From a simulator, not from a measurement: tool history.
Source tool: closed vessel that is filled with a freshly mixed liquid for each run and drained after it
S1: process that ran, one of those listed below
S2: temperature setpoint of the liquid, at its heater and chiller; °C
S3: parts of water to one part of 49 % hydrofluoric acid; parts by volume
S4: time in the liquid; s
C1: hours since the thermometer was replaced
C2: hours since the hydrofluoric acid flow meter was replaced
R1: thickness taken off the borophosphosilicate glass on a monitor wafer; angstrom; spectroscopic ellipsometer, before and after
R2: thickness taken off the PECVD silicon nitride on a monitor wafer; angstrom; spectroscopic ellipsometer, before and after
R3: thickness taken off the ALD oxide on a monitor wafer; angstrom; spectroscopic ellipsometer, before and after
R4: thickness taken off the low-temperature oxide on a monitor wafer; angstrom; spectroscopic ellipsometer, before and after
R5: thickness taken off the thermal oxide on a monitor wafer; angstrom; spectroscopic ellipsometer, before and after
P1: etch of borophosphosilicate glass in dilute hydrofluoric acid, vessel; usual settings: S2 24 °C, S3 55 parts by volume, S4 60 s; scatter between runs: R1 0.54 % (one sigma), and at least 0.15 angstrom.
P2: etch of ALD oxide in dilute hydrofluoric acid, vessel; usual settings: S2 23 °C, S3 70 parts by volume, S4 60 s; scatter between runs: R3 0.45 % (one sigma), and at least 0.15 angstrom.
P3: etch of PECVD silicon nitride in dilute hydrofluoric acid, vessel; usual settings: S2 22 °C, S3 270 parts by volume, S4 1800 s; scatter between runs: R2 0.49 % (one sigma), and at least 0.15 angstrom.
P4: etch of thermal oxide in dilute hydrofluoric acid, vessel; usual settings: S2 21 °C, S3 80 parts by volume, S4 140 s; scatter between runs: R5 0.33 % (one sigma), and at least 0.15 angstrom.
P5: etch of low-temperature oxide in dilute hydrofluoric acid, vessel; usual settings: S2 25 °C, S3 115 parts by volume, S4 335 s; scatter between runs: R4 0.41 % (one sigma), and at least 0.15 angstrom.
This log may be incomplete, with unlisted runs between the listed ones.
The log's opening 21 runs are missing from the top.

Run 22, hour 194.8: S1 P1, S2 24 °C, S3 55 parts by volume, S4 30 s; C1 1163.5; C2 42. Result: R1 313.68 angstrom.
Run 23, hour 201.4: S1 P1, S2 24 °C, S3 55 parts by volume, S4 60 s; C1 1170.1; C2 48.6. Result: R1 627.3 angstrom.
Run 24, hour 210.2: S1 P3, S2 22 °C, S3 125 parts by volume, S4 1800 s; C1 1178.9; C2 57.4. Result: R2 303.83 angstrom.
Run 25, hour 221.9: S1 P2, S2 23 °C, S3 70 parts by volume, S4 90 s; C1 1190.6; C2 69.1. Result: R3 217.87 angstrom.
Run 26, hour 234: S1 P4, S2 21 °C, S3 80 parts by volume, S4 140 s; C1 1202.7; C2 81.2. Result: R5 72.737 angstrom.
Run 27, hour 242.9: S1 P5, S2 25 °C, S3 200 parts by volume, S4 335 s; C1 1211.6; C2 90.1. Result: R4 200.31 angstrom.
Run 28, hour 255.2: S1 P2, S2 23 °C, S3 95 parts by volume, S4 60 s; C1 1223.9; C2 102.4. Result: R3 103.44 angstrom.
Run 29, hour 263.2: S1 P5, S2 25 °C, S3 115 parts by volume, S4 625 s; C1 1231.9; C2 110.4. Result: R4 712.42 angstrom.

What will run 30 give?
Run 30, hour 275.4: S1 P1, S2 24 °C, S3 55 parts by volume, S4 95 s; C1 1244.1; C2 122.6. Result: R1 ?.

R1: 993.1 angstrom
